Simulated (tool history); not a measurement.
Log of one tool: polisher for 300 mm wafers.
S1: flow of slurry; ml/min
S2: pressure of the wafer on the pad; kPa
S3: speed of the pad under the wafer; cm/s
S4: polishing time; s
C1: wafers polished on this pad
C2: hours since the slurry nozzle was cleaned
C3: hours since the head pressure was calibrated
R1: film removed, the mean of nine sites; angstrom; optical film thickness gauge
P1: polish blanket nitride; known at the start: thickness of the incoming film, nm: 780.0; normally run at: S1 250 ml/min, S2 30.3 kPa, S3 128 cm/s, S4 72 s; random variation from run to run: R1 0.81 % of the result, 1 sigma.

run,hour,S1,S2,S3,S4,C1,C2,C3,R1
1,7.1,250,30.3,128,72,782,258.9,566.8,1766
2,11.4,250,30.3,58,72,808,263.2,571.1,947.35
3,18,380,30.3,166,72,847,269.8,577.7,2270.8
4,24,250,30.3,128,114,883,275.8,583.7,2854
5,29.7,395,30.3,128,72,917,281.5,589.4,1858.6
6,35.8,250,30.3,128,72,954,287.6,595.5,1775.8
7,39.2,250,30.3,128,72,975,291,598.9,1772
# hour 40.6: worn pad replaced by a new one
8,45.6,250,15.2,128,72,30,297.4,605.3,908.16
9,51.9,250,30.3,188,72,67,303.7,611.6,2408.1
10,57.7,150,30.3,128,72,102,309.5,617.4,1682.1
11,64,250,30.3,128,72,140,315.8,623.7,1767.6
12,68,250,30.3,128,72,164,319.8,627.7,1767.8
13,72.4,250,42.1,128,72,191,324.2,632.1,2497.1
14,76.5,250,30.3,88,107,215,328.3,636.2,1960.5
15,82.8,250,30.3,128,72,253,334.6,642.5,1784.2
16,89.7,250,30.3,128,47,294,341.5,649.4,1168.7
17,96.8,250,42.7,128,45,337,348.6,656.5,1572.9
18,102.9,250,30.3,128,72,374,354.7,662.6,1797
19,106.8,250,30.3,128,72,397,358.6,666.5,1780.2
20,114.3,250,30.3,128,72,442,366.1,674,1729.7
21,118.8,250,30.3,128,72,469,370.6,678.5,1717.3
# hour 121.3: worn pad replaced by a new one
22,125.2,250,30.3,128,72,23,377,684.9,1707.1
23,132,250,30.3,128,72,64,383.8,691.7,1710.1
24,137.3,250,30.3,128,72,96,389.1,697,1698.1
25,144.3,250,30.3,128,72,138,396.1,704,1683.1

What P1 gives has crept away from where it was. These 2 causes fit the log equally well, each at the size given:
A: slurry flow missing at the pad, % = 31.8
B: head's pressure below its setpoint, % = 4.84
The creep began at about hour 102.9.
Why every other cause is out:
removal rate lost through wear of the pad, %: serviced at hour 121.3, which brought nothing back

4 check runs are offered, each on 5 wafers whose results are averaged, their results left as question marks. Which one tells the causes apart?
check 1,151.3,250,30.3,158,72,,,,?
check 2,151.3,250,23.4,128,58,,,,?
check 3,151.3,250,22.1,128,72,,,,?
check 4,151.3,150,30.3,128,109,,,,?

What each check would give under each cause:
check,result,if A,if B
check 1,R1,2012.7,2012.8
check 2,R1,1058.6,1058.7
check 3,R1,1236.8,1236.9
check 4,R1,2328.1,2399
How far apart the two closest causes lie, in the result that separates them most: check 1 0.01 %; check 2 0.01 %; check 3 0.01 %; check 4 3 %
Check 4 tells the causes apart: in the others they would give nearly the same result.

Check 4 was then run and gave: R1 2326.7 angstrom. Which cause is it?

It is A: slurry flow missing at the pad, %.
